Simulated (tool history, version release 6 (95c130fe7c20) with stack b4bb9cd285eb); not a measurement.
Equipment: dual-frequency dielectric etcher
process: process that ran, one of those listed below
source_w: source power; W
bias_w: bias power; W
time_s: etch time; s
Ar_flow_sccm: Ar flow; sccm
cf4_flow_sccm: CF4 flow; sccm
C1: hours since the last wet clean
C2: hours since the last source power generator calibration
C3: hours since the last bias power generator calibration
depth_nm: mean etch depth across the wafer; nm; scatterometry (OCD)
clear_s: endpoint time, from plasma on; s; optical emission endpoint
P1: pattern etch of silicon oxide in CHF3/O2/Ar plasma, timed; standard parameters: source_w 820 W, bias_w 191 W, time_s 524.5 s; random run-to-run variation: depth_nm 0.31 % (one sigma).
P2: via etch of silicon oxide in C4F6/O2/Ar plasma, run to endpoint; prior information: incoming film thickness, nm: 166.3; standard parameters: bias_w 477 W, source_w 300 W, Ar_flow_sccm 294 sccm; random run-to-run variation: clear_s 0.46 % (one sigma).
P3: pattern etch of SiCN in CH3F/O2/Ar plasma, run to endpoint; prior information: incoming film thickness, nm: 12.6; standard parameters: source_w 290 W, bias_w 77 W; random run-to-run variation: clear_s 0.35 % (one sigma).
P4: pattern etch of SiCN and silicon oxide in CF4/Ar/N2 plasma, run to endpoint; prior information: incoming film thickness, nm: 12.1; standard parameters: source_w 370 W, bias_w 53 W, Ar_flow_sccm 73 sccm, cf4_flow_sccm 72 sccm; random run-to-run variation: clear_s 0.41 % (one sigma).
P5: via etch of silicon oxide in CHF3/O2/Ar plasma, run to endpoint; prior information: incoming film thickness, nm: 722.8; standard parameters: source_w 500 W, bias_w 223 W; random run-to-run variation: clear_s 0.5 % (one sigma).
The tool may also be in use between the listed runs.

{"run": 1, "hour": 8.6, "process": "P1", "source_w": 820, "bias_w": 191, "time_s": 524.5, "C1": 476.6, "C2": 1398.9, "C3": 3306.6, "depth_nm": 1187.1}
{"run": 2, "hour": 16.0, "process": "P1", "source_w": 820, "bias_w": 191, "time_s": 524.5, "C1": 484, "C2": 1406.3, "C3": 3314, "depth_nm": 1189.6}
{"run": 3, "hour": 20.9, "process": "P5", "source_w": 500, "bias_w": 223, "C1": 488.9, "C2": 1411.2, "C3": 3318.9, "clear_s": 357.49}
{"run": 4, "hour": 27.6, "process": "P2", "source_w": 180, "bias_w": 477, "Ar_flow_sccm": 294, "C1": 495.6, "C2": 1417.9, "C3": 3325.6, "clear_s": 50.364}
{"run": 5, "hour": 32.8, "process": "P1", "source_w": 820, "bias_w": 125, "time_s": 524.5, "C1": 500.8, "C2": 1423.1, "C3": 3330.8, "depth_nm": 1039.6}
{"run": 6, "hour": 40.3, "process": "P1", "source_w": 820, "bias_w": 268, "time_s": 524.5, "C1": 508.3, "C2": 1430.6, "C3": 3338.3, "depth_nm": 1339.6}
{"run": 7, "hour": 44.7, "process": "P3", "source_w": 200, "bias_w": 77, "C1": 512.7, "C2": 1435, "C3": 3342.7, "clear_s": 41.354}
{"run": 8, "hour": 52.4, "process": "P5", "source_w": 500, "bias_w": 135, "C1": 520.4, "C2": 1442.7, "C3": 3350.4, "clear_s": 420.96}
{"run": 9, "hour": 60.4, "process": "P1", "source_w": 820, "bias_w": 191, "time_s": 524.5, "C1": 528.4, "C2": 1450.7, "C3": 3358.4, "depth_nm": 1185.3}
{"run": 10, "hour": 66.1, "process": "P4", "source_w": 470, "bias_w": 53, "Ar_flow_sccm": 73, "cf4_flow_sccm": 72, "C1": 534.1, "C2": 1456.4, "C3": 3364.1, "clear_s": 14.301}
{"run": 11, "hour": 72.6, "process": "P5", "source_w": 500, "bias_w": 223, "C1": 540.6, "C2": 1462.9, "C3": 3370.6, "clear_s": 353.99}
{"run": 12, "hour": 77.8, "process": "P1", "source_w": 1110, "bias_w": 191, "time_s": 524.5, "C1": 545.8, "C2": 1468.1, "C3": 3375.8, "depth_nm": 1340.6}
{"run": 13, "hour": 82.2, "process": "P3", "source_w": 290, "bias_w": 108, "C1": 550.2, "C2": 1472.5, "C3": 3380.2, "clear_s": 32.013}
{"run": 14, "hour": 86.4, "process": "P4", "source_w": 370, "bias_w": 53, "Ar_flow_sccm": 55, "cf4_flow_sccm": 72, "C1": 554.4, "C2": 1476.7, "C3": 3384.4, "clear_s": 17.075}
{"run": 15, "hour": 91.4, "process": "P2", "source_w": 300, "bias_w": 477, "Ar_flow_sccm": 362, "C1": 559.4, "C2": 1481.7, "C3": 3389.4, "clear_s": 42.78}
{"run": 16, "hour": 97.6, "process": "P2", "source_w": 300, "bias_w": 477, "Ar_flow_sccm": 294, "C1": 565.6, "C2": 1487.9, "C3": 3395.6, "clear_s": 41.205}
{"run": 17, "hour": 104.6, "process": "P2", "source_w": 300, "bias_w": 674, "Ar_flow_sccm": 294, "C1": 572.6, "C2": 1494.9, "C3": 3402.6, "clear_s": 36.377}
{"run": 18, "hour": 109.4, "process": "P5", "source_w": 690, "bias_w": 223, "C1": 577.4, "C2": 1499.7, "C3": 3407.4, "clear_s": 313.34}
{"run": 19, "hour": 113.3, "process": "P1", "source_w": 820, "bias_w": 191, "time_s": 524.5, "C1": 581.3, "C2": 1503.6, "C3": 3411.3, "depth_nm": 1189.5}
{"run": 20, "hour": 119.1, "process": "P4", "source_w": 370, "bias_w": 53, "Ar_flow_sccm": 73, "cf4_flow_sccm": 94, "C1": 587.1, "C2": 1509.4, "C3": 3417.1, "clear_s": 17.077}
{"run": 21, "hour": 125.2, "process": "P1", "source_w": 820, "bias_w": 191, "time_s": 296.5, "C1": 593.2, "C2": 1515.5, "C3": 3423.2, "depth_nm": 670.3}
{"run": 22, "hour": 133.8, "process": "P4", "source_w": 370, "bias_w": 42, "Ar_flow_sccm": 73, "cf4_flow_sccm": 72, "C1": 601.8, "C2": 1524.1, "C3": 3431.8, "clear_s": 19.07}
{"run": 23, "hour": 140.6, "process": "P1", "source_w": 820, "bias_w": 191, "time_s": 524.5, "C1": 608.6, "C2": 1530.9, "C3": 3438.6, "depth_nm": 1187.8}
{"run": 24, "hour": 145.7, "process": "P3", "source_w": 290, "bias_w": 77, "C1": 613.7, "C2": 1536, "C3": 3443.7, "clear_s": 36.226}
{"run": 25, "hour": 151.9, "process": "P1", "source_w": 820, "bias_w": 191, "time_s": 747, "C1": 619.9, "C2": 1542.2, "C3": 3449.9, "depth_nm": 1694.1}
{"run": 26, "hour": 158.3, "process": "P1", "source_w": 570, "bias_w": 191, "time_s": 524.5, "C1": 626.3, "C2": 1548.6, "C3": 3456.3, "depth_nm": 1037.6}
{"run": 27, "hour": 164.0, "process": "P3", "source_w": 290, "bias_w": 77, "C1": 632, "C2": 1554.3, "C3": 3462, "clear_s": 36.09}
{"run": 28, "hour": 168.8, "process": "P4", "source_w": 370, "bias_w": 53, "Ar_flow_sccm": 73, "cf4_flow_sccm": 72, "C1": 636.8, "C2": 1559.1, "C3": 3466.8, "clear_s": 17.766}
{"run": 29, "hour": 174.4, "process": "P1", "source_w": 1130, "bias_w": 191, "time_s": 422, "C1": 642.4, "C2": 1564.7, "C3": 3472.4, "depth_nm": 1083.4}
{"run": 30, "hour": 179.0, "process": "P4", "source_w": 370, "bias_w": 53, "Ar_flow_sccm": 73, "cf4_flow_sccm": 72, "C1": 647, "C2": 1569.3, "C3": 3477, "clear_s": 17.754}
{"run": 31, "hour": 187.3, "process": "P1", "source_w": 820, "bias_w": 191, "time_s": 524.5, "C1": 655.3, "C2": 1577.6, "C3": 3485.3, "depth_nm": 1186.7}
{"run": 32, "hour": 193.7, "process": "P1", "source_w": 820, "bias_w": 191, "time_s": 524.5, "C1": 661.7, "C2": 1584, "C3": 3491.7, "depth_nm": 1173}
{"run": 33, "hour": 201.4, "process": "P1", "source_w": 820, "bias_w": 191, "time_s": 524.5, "C1": 669.4, "C2": 1591.7, "C3": 3499.4, "depth_nm": 1173.9}
{"run": 34, "hour": 205.9, "process": "P1", "source_w": 820, "bias_w": 191, "time_s": 524.5, "C1": 673.9, "C2": 1596.2, "C3": 3503.9, "depth_nm": 1177.3}
{"run": 35, "hour": 214.5, "process": "P1", "source_w": 820, "bias_w": 191, "time_s": 524.5, "C1": 682.5, "C2": 1604.8, "C3": 3512.5, "depth_nm": 1175.1}
{"hour": 215.9, "done": "wet clean of the chamber"}
{"run": 36, "hour": 221.7, "process": "P1", "source_w": 820, "bias_w": 191, "time_s": 524.5, "C1": 5.9, "C2": 1612, "C3": 3519.7, "depth_nm": 1180.9}
{"run": 37, "hour": 226.5, "process": "P1", "source_w": 820, "bias_w": 191, "time_s": 524.5, "C1": 10.7, "C2": 1616.8, "C3": 3524.5, "depth_nm": 1163.5}

The log shows P1 creeping away from where it was. Any of the 2 causes listed here, at the size stated for it, fits the log just as well as the others:
A: bias power that arrives under what is set, % = 4.6
B: source power that arrives under what is set, % = 3.98
The creep began at about hour 187.3.
Ruled out, with reasons:
chamber walls in a state that lowers the etch rate, %: maintenance at hour 215.9, after the shift began, did not return the process to its former output

You are offered 4 check runs, listed below with question marks in place of their results; each one averages 2 wafers. Which run separates the listed causes by giving clearly different results for each?
{"run": "check 1", "hour": 231.3, "process": "P3", "source_w": 210, "bias_w": 106, "clear_s": "?"}
{"run": "check 2", "hour": 231.3, "process": "P2", "source_w": 210, "bias_w": 663, "Ar_flow_sccm": 294, "clear_s": "?"}
{"run": "check 3", "hour": 231.3, "process": "P5", "source_w": 680, "bias_w": 145, "clear_s": "?"}
{"run": "check 4", "hour": 231.3, "process": "P4", "source_w": 460, "bias_w": 53, "Ar_flow_sccm": 62, "cf4_flow_sccm": 72, "clear_s": "?"}

Predicted outcomes, by check and by cause:
check=check_1 result=clear_s if_A=36.685 if_B=36.546
check=check_2 result=clear_s if_A=42.548 if_B=42.375
check=check_3 result=clear_s if_A=369.35 if_B=369.67
check=check_4 result=clear_s if_A=14.462 if_B=14.797
Per-check spread between the two closest causes, in the result where they differ most: check 1 0.38 %; check 2 0.41 %; check 3 0.09 %; check 4 2.29 %
Only in check 4 would the causes give clearly different results; in the remaining checks their results would be nearly the same.

With check 4 done, the readings were: clear_s 14.458 s. Identify which of the listed causes applies.

A is the cause: bias power that arrives under what is set, %.
